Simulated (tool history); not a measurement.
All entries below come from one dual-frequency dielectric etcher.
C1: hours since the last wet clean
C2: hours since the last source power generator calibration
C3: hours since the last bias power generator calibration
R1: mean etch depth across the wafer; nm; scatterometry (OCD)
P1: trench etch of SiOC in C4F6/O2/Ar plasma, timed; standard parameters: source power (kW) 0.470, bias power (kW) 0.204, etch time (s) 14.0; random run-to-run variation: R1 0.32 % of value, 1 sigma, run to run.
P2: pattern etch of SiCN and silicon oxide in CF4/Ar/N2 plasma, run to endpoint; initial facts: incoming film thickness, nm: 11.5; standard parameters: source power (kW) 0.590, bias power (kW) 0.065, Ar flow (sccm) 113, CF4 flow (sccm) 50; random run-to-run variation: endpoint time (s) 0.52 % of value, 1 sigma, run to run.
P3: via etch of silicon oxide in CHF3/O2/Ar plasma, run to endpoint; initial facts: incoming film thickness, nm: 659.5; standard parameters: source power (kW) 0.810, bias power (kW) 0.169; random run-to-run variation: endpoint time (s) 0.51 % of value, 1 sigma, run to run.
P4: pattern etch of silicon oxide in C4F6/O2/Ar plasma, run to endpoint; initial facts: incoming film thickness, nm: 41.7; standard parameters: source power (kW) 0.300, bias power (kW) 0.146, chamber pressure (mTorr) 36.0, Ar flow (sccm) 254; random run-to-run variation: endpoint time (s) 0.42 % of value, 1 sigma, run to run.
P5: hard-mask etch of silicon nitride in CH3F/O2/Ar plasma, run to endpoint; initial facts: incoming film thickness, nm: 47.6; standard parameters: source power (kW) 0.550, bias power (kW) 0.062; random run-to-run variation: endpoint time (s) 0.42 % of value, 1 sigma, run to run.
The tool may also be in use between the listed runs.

Run 1, hour 4.9: process that ran P1, source power (kW) 0.470, bias power (kW) 0.204, etch time (s) 14.0; C1 136.6; C2 546.2; C3 764.8. Result: R1 32.314 nm.
Run 2, hour 9.7: process that ran P3, source power (kW) 0.810, bias power (kW) 0.169; C1 141.4; C2 551.0; C3 769.6. Result: endpoint time (s) 299.710.
Run 3, hour 14.6: process that ran P1, source power (kW) 0.470, bias power (kW) 0.204, etch time (s) 14.0; C1 146.3; C2 555.9; C3 774.5. Result: R1 32.583 nm.
Run 4, hour 17.2: process that ran P2, source power (kW) 0.590, bias power (kW) 0.065, Ar flow (sccm) 87, CF4 flow (sccm) 50; C1 148.9; C2 558.5; C3 777.1. Result: endpoint time (s) 11.274.
Run 5, hour 20.5: process that ran P1, source power (kW) 0.290, bias power (kW) 0.204, etch time (s) 14.0; C1 152.2; C2 561.8; C3 780.4. Result: R1 26.807 nm.
Run 6, hour 24.9: process that ran P1, source power (kW) 0.470, bias power (kW) 0.140, etch time (s) 9.5; C1 156.6; C2 566.2; C3 784.8. Result: R1 19.638 nm.
Run 7, hour 27.8: process that ran P5, source power (kW) 0.760, bias power (kW) 0.062; C1 159.5; C2 569.1; C3 787.7. Result: endpoint time (s) 55.131.
Run 8, hour 33.5: process that ran P2, source power (kW) 0.590, bias power (kW) 0.065, Ar flow (sccm) 113, CF4 flow (sccm) 50; C1 165.2; C2 574.8; C3 793.4. Result: endpoint time (s) 11.755.
Run 9, hour 39.4: process that ran P1, source power (kW) 0.570, bias power (kW) 0.204, etch time (s) 14.0; C1 171.1; C2 580.7; C3 799.3. Result: R1 35.190 nm.
Run 10, hour 45.0: process that ran P4, source power (kW) 0.400, bias power (kW) 0.146, Ar flow (sccm) 254, chamber pressure (mTorr) 36.0; C1 176.7; C2 586.3; C3 804.9. Result: endpoint time (s) 13.979.
Run 11, hour 48.2: process that ran P1, source power (kW) 0.470, bias power (kW) 0.250, etch time (s) 14.0; C1 179.9; C2 589.5; C3 808.1. Result: R1 34.889 nm.
Run 12, hour 50.9: process that ran P4, source power (kW) 0.300, bias power (kW) 0.146, Ar flow (sccm) 254, chamber pressure (mTorr) 46.5; C1 182.6; C2 592.2; C3 810.8. Result: endpoint time (s) 16.151.
Run 13, hour 55.2: process that ran P3, source power (kW) 0.810, bias power (kW) 0.169; C1 186.9; C2 596.5; C3 815.1. Result: endpoint time (s) 298.540.
Run 14, hour 59.6: process that ran P3, source power (kW) 0.600, bias power (kW) 0.169; C1 191.3; C2 600.9; C3 819.5. Result: endpoint time (s) 336.520.
Run 15, hour 64.3: process that ran P5, source power (kW) 0.550, bias power (kW) 0.062; C1 196.0; C2 605.6; C3 824.2. Result: endpoint time (s) 62.704.
Run 16, hour 67.5: process that ran P2, source power (kW) 0.590, bias power (kW) 0.065, Ar flow (sccm) 113, CF4 flow (sccm) 50; C1 199.2; C2 608.8; C3 827.4. Result: endpoint time (s) 11.933.
Run 17, hour 70.3: process that ran P1, source power (kW) 0.470, bias power (kW) 0.204, etch time (s) 8.0; C1 202.0; C2 611.6; C3 830.2. Result: R1 18.546 nm.
Run 18, hour 75.9: process that ran P1, source power (kW) 0.470, bias power (kW) 0.204, etch time (s) 14.0; C1 207.6; C2 617.2; C3 835.8. Result: R1 32.743 nm.
Run 19, hour 78.8: process that ran P1, source power (kW) 0.470, bias power (kW) 0.204, etch time (s) 14.0; C1 210.5; C2 620.1; C3 838.7. Result: R1 32.574 nm.
Run 20, hour 83.0: process that ran P3, source power (kW) 0.810, bias power (kW) 0.130; C1 214.7; C2 624.3; C3 842.9. Result: endpoint time (s) 324.080.
Run 21, hour 87.4: process that ran P5, source power (kW) 0.550, bias power (kW) 0.084; C1 219.1; C2 628.7; C3 847.3. Result: endpoint time (s) 56.770.
Run 22, hour 91.2: process that ran P1, source power (kW) 0.310, bias power (kW) 0.150, etch time (s) 14.0; C1 222.9; C2 632.5; C3 851.1. Result: R1 25.022 nm.
Run 23, hour 96.8: process that ran P1, source power (kW) 0.630, bias power (kW) 0.265, etch time (s) 14.0; C1 228.5; C2 638.1; C3 856.7. Result: R1 39.796 nm.
Run 24, hour 99.7: process that ran P4, source power (kW) 0.300, bias power (kW) 0.146, Ar flow (sccm) 254, chamber pressure (mTorr) 36.0; C1 231.4; C2 641.0; C3 859.6. Result: endpoint time (s) 15.696.
Run 25, hour 104.6: process that ran P2, source power (kW) 0.710, bias power (kW) 0.065, Ar flow (sccm) 113, CF4 flow (sccm) 50; C1 236.3; C2 645.9; C3 864.5. Result: endpoint time (s) 9.991.
Run 26, hour 110.5: process that ran P4, source power (kW) 0.300, bias power (kW) 0.146, Ar flow (sccm) 148, chamber pressure (mTorr) 36.0; C1 242.2; C2 651.8; C3 870.4. Result: endpoint time (s) 14.661.
Run 27, hour 115.0: process that ran P1, source power (kW) 0.470, bias power (kW) 0.204, etch time (s) 14.0; C1 246.7; C2 656.3; C3 874.9. Result: R1 32.382 nm.
Run 28, hour 120.8: process that ran P2, source power (kW) 0.590, bias power (kW) 0.041, Ar flow (sccm) 113, CF4 flow (sccm) 50; C1 252.5; C2 662.1; C3 880.7. Result: endpoint time (s) 13.891.
Run 29, hour 124.9: process that ran P4, source power (kW) 0.300, bias power (kW) 0.118, Ar flow (sccm) 254, chamber pressure (mTorr) 36.0; C1 256.6; C2 666.2; C3 884.8. Result: endpoint time (s) 16.610.
Run 30, hour 127.7: process that ran P1, source power (kW) 0.470, bias power (kW) 0.204, etch time (s) 19.5; C1 259.4; C2 669.0; C3 887.6. Result: R1 45.622 nm.
Run 31, hour 131.7: process that ran P2, source power (kW) 0.590, bias power (kW) 0.065, Ar flow (sccm) 113, CF4 flow (sccm) 66; C1 263.4; C2 673.0; C3 891.6. Result: endpoint time (s) 11.269.
Run 32, hour 136.4: process that ran P1, source power (kW) 0.470, bias power (kW) 0.156, etch time (s) 14.0; C1 268.1; C2 677.7; C3 896.3. Result: R1 29.912 nm.
Run 33, hour 139.3: process that ran P1, source power (kW) 0.470, bias power (kW) 0.204, etch time (s) 14.0; C1 271.0; C2 680.6; C3 899.2. Result: R1 32.587 nm.
Run 34, hour 142.8: process that ran P1, source power (kW) 0.470, bias power (kW) 0.204, etch time (s) 14.0; C1 274.5; C2 684.1; C3 902.7. Result: R1 32.355 nm.
Run 35, hour 147.0: process that ran P1, source power (kW) 0.470, bias power (kW) 0.204, etch time (s) 14.0; C1 278.7; C2 688.3; C3 906.9. Result: R1 32.268 nm.
Run 36, hour 150.7: process that ran P1, source power (kW) 0.470, bias power (kW) 0.204, etch time (s) 14.0; C1 282.4; C2 692.0; C3 910.6. Result: R1 32.302 nm.
Run 37, hour 154.6: process that ran P1, source power (kW) 0.470, bias power (kW) 0.204, etch time (s) 14.0; C1 286.3; C2 695.9; C3 914.5. Result: R1 32.115 nm.
Run 38, hour 157.9: process that ran P1, source power (kW) 0.470, bias power (kW) 0.204, etch time (s) 14.0; C1 289.6; C2 699.2; C3 917.8. Result: R1 32.052 nm.
Run 39, hour 163.7: process that ran P1, source power (kW) 0.470, bias power (kW) 0.204, etch time (s) 14.0; C1 295.4; C2 705.0; C3 923.6. Result: R1 32.040 nm.
Run 40, hour 168.5: process that ran P1, source power (kW) 0.470, bias power (kW) 0.204, etch time (s) 14.0; C1 300.2; C2 709.8; C3 928.4. Result: R1 32.006 nm.
At hour 168.8: wet clean of the chamber.
Run 41, hour 173.9: process that ran P1, source power (kW) 0.470, bias power (kW) 0.204, etch time (s) 14.0; C1 5.1; C2 715.2; C3 933.8. Result: R1 32.132 nm.
Run 42, hour 179.8: process that ran P1, source power (kW) 0.470, bias power (kW) 0.204, etch time (s) 14.0; C1 11.0; C2 721.1; C3 939.7. Result: R1 32.108 nm.

What P1 gives has crept off from where it sat before. The 2 causes that follow fit the log equally well, each at the size noted:
A: source power that arrives under what is set, % = 4.07
B: bias power that arrives under what is set, % = 4.92
Creep in the process output first set in at about hour 139.3.
The rest of the possible causes, and what rules out each one:
chamber walls in a state that lowers the etch rate, %: maintenance at hour 168.8, after the shift began, did not return the process to its former output

Which of the 4 check runs listed below, each an average over 5 wafers with its results shown as question marks, gives clearly different results under the different listed causes?
Run check 1, hour 185.7: process that ran P4, source power (kW) 0.300, bias power (kW) 0.146, Ar flow (sccm) 202, chamber pressure (mTorr) 36.0. Result: endpoint time (s) ?.
Run check 2, hour 185.7: process that ran P5, source power (kW) 0.550, bias power (kW) 0.074. Result: endpoint time (s) ?.
Run check 3, hour 185.7: process that ran P2, source power (kW) 0.590, bias power (kW) 0.045, Ar flow (sccm) 113, CF4 flow (sccm) 50. Result: endpoint time (s) ?.
Run check 4, hour 185.7: process that ran P3, source power (kW) 0.620, bias power (kW) 0.144. Result: endpoint time (s) ?.

Expected result of each check under each candidate cause:
  check             result     if A     if B
check 1  endpoint time (s)   15.507   15.494
check 2  endpoint time (s)   60.168   60.229
check 3  endpoint time (s)   13.845   13.559
check 4  endpoint time (s)  354.560  354.530
Gap, in per cent, between the two causes that each check separates least, read from the result that separates them most: check 1 0.08 %; check 2 0.1 %; check 3 2.09 %; check 4 0.01 %
Of the check runs offered, only check 3 discriminates between the causes; the rest would read about the same regardless of which cause applies.

Here is what check 3 returned: endpoint time (s) 13.893. Which cause is it?

The cause is A: source power that arrives under what is set, %.
